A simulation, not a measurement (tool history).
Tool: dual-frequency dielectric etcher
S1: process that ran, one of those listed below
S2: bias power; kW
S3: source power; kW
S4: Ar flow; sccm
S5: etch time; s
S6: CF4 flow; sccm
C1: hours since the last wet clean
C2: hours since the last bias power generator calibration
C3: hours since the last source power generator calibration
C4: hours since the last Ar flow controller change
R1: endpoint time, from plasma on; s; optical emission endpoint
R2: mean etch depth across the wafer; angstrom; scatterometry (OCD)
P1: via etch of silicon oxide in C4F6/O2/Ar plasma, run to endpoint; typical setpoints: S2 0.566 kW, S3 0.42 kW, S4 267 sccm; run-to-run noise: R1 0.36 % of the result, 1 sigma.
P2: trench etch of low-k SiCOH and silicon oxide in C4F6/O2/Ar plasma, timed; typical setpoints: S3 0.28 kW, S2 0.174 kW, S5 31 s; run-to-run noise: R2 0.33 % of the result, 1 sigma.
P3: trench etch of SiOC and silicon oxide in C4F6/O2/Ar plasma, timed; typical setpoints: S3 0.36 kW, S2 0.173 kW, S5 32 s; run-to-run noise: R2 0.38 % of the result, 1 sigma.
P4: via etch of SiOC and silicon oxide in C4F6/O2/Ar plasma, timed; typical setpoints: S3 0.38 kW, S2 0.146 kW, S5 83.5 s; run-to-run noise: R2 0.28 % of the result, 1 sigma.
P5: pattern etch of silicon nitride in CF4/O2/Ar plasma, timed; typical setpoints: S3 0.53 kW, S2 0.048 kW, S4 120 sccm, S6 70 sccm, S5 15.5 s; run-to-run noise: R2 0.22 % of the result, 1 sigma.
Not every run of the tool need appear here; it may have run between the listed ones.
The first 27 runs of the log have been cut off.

| run | hour | S1 | S2 | S3 | S4 | S5 | S6 | C1 | C2 | C3 | C4 | R1 | R2 |
|---|---|---|---|---|---|---|---|---|---|---|---|---|---|
| 28 | 266 | P1 | 0.672 | 0.42 | 267 |  |  | 333 | 1227.9 | 847.3 | 1808.7 | 20.399 |  |
| 29 | 273.1 | P1 | 0.346 | 0.42 | 267 |  |  | 340.1 | 1235 | 854.4 | 1815.8 | 25.793 |  |
| 30 | 283.4 | P2 | 0.174 | 0.28 |  | 39 |  | 350.4 | 1245.3 | 864.7 | 1826.1 |  | 1045.9 |
| 31 | 296.5 | P2 | 0.174 | 0.36 |  | 31 |  | 363.5 | 1258.4 | 877.8 | 1839.2 |  | 908.55 |
| 32 | 308.4 | P4 | 0.202 | 0.38 |  | 83.5 |  | 375.4 | 1270.3 | 889.7 | 1851.1 |  | 958.05 |
| 33 | 317.1 | P5 | 0.048 | 0.53 | 120 | 15.5 | 70 | 384.1 | 1279 | 898.4 | 1859.8 |  | 277.08 |
| 34 | 327.2 | P1 | 0.566 | 0.42 | 267 |  |  | 394.2 | 1289.1 | 908.5 | 1869.9 | 21.858 |  |
| 35 | 338 | P1 | 0.566 | 0.42 | 267 |  |  | 405 | 1299.9 | 919.3 | 1880.7 | 21.839 |  |
| 36 | 349.7 | P1 | 0.566 | 0.42 | 267 |  |  | 416.7 | 1311.6 | 931 | 1892.4 | 21.961 |  |
| 37 | 359.9 | P1 | 0.566 | 0.42 | 267 |  |  | 426.9 | 1321.8 | 941.2 | 1902.6 | 22.211 |  |
|  | 361 | wet clean of the chamber |
| 38 | 372.6 | P1 | 0.566 | 0.42 | 267 |  |  | 11.6 | 1334.5 | 953.9 | 1915.3 | 22.224 |  |

Run 39, settings as shown, results not yet in. Your forecast:
| 39 | 384.5 | P1 | 0.566 | 0.42 | 267 |  |  | 23.5 | 1346.4 | 965.8 | 1927.2 | ? |  |

Run 39 yielded R1 22.055 s.
